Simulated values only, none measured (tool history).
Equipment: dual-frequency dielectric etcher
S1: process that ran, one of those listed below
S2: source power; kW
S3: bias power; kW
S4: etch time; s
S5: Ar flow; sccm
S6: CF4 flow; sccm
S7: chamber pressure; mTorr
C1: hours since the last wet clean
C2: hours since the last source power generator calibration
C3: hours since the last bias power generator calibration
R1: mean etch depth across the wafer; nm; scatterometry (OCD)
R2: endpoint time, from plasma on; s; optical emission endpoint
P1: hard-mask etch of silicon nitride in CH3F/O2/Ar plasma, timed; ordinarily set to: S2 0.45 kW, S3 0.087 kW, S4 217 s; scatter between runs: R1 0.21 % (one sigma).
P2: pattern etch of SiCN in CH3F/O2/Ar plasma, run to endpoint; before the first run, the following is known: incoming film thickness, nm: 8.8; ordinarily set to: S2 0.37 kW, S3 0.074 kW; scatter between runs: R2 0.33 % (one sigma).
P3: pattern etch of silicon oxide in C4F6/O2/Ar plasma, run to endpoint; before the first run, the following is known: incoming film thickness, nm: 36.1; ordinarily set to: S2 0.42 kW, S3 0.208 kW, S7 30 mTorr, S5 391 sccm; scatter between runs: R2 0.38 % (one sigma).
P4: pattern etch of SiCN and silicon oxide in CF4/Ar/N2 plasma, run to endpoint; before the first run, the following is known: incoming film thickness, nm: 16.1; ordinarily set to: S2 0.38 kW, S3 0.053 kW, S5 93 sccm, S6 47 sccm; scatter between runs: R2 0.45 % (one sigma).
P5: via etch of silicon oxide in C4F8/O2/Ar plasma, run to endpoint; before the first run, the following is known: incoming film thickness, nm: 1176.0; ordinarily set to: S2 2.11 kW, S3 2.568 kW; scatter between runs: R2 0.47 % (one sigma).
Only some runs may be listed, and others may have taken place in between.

run,hour,S1,S2,S3,S4,S5,S6,S7,C1,C2,C3,R1,R2
1,4.8,P1,0.45,0.087,217,,,,271.9,524.4,578.9,170.41,
2,9.6,P2,0.29,0.074,,,,,276.7,529.2,583.7,,26.399
3,14.8,P5,2.11,2.568,,,,,281.9,534.4,588.9,,206.08
4,19.3,P2,0.37,0.074,,,,,286.4,538.9,593.4,,24.201
5,24.3,P1,0.45,0.087,217,,,,291.4,543.9,598.4,170.38,
6,28.4,P1,0.45,0.087,166,,,,295.5,548,602.5,131.2,
7,32.1,P4,0.38,0.053,,93,47,,299.2,551.7,606.2,,25.472
8,36.9,P4,0.38,0.033,,93,47,,304,556.5,611,,29.676
9,41.1,P3,0.42,0.293,,391,,30,308.2,560.7,615.2,,9.5752
# hour 43.8: wet clean of the chamber
10,46.8,P1,0.45,0.063,217,,,,3.1,566.4,620.9,152.87,
11,51.9,P1,0.45,0.087,217,,,,8.2,571.5,626,170.58,
12,57.6,P1,0.45,0.108,217,,,,13.9,577.2,631.7,184.44,
13,60.3,P3,0.42,0.208,,391,,38,16.6,579.9,634.4,,10.988
14,64.6,P2,0.37,0.074,,,,,20.9,584.2,638.7,,24.262
15,69.5,P3,0.42,0.208,,292,,30,25.8,589.1,643.6,,10.402
16,75.1,P5,2.11,1.754,,,,,31.4,594.7,649.2,,229.99
17,79.3,P3,0.26,0.208,,391,,30,35.6,598.9,653.4,,13.005
18,83.8,P1,0.58,0.087,121,,,,40.1,603.4,657.9,104.84,
19,88,P1,0.45,0.087,217,,,,44.3,607.6,662.1,170.99,
20,92.4,P3,0.42,0.208,,391,,30,48.7,612,666.5,,10.726
21,97.9,P4,0.38,0.053,,61,47,,54.2,617.5,672,,23.92
22,101,P2,0.37,0.053,,,,,57.3,620.6,675.1,,27.061
23,106.7,P1,0.32,0.087,217,,,,63,626.3,680.8,150.01,
24,109.4,P1,0.54,0.087,217,,,,65.7,629,683.5,183.13,
25,114.7,P1,0.45,0.087,217,,,,71,634.3,688.8,171.13,
26,118,P4,0.53,0.053,,93,47,,74.3,637.6,692.1,,19.103
27,123.8,P5,1.43,2.568,,,,,80.1,643.4,697.9,,241.13
28,128,P4,0.38,0.053,,93,32,,84.3,647.6,702.1,,27.383
29,132.2,P5,2.11,2.568,,,,,88.5,651.8,706.3,,205.42
30,138,P1,0.45,0.087,281.5,,,,94.3,657.6,712.1,221.01,
31,141.6,P1,0.45,0.087,217,,,,97.9,661.2,715.7,171.44,
32,147.6,P1,0.45,0.087,217,,,,103.9,667.2,721.7,171.52,
33,150.2,P1,0.45,0.087,217,,,,106.5,669.8,724.3,172.01,
34,154.3,P1,0.45,0.087,217,,,,110.6,673.9,728.4,172.68,
35,158.2,P1,0.45,0.087,217,,,,114.5,677.8,732.3,172.64,
36,163.6,P1,0.45,0.087,217,,,,119.9,683.2,737.7,173.73,
# hour 164.6: wet clean of the chamber
37,169.2,P1,0.45,0.087,217,,,,4.7,688.8,743.3,173.12,
38,173.2,P1,0.45,0.087,217,,,,8.7,692.8,747.3,172.7,

What P1 gives has crept off from where it sat before. The 2 causes that follow fit the log equally well, each at the size noted:
A: source power that arrives over what is set, % = 3.97
B: bias power that arrives over what is set, % = 4.19
The gradual shift began around hour 141.6.
All other causes, with the reason each is excluded:
chamber walls in a state that raises the etch rate, %: serviced after onset, at hour 164.6, with no recovery of the prior output

4 check runs are offered, each on 3 wafers whose results are averaged, their results left as question marks. Which one tells the causes apart?
check 1,177.2,P2,0.3,0.054,,,,,,,,,?
check 2,177.2,P4,0.47,0.053,,73,47,,,,,,?
check 3,177.2,P5,1.43,2.568,,,,,,,,,?
check 4,177.2,P3,0.31,0.289,,391,,30,,,,,?

Check results expected under each cause:
check,result,if A,if B
check 1,R2,28.789,28.814
check 2,R2,19.655,20.083
check 3,R2,237.32,237.91
check 4,R2,10.663,10.665
Per-check spread between the two closest causes, in the result where they differ most: check 1 0.09 %; check 2 2.15 %; check 3 0.25 %; check 4 0.02 %
The other checks would show nearly matching results whichever cause is true, so check 2 is the only one that separates the causes.

Then check 2 was run and gave: R2 19.626 s. Which cause is it?

The cause is A: source power that arrives over what is set, %.

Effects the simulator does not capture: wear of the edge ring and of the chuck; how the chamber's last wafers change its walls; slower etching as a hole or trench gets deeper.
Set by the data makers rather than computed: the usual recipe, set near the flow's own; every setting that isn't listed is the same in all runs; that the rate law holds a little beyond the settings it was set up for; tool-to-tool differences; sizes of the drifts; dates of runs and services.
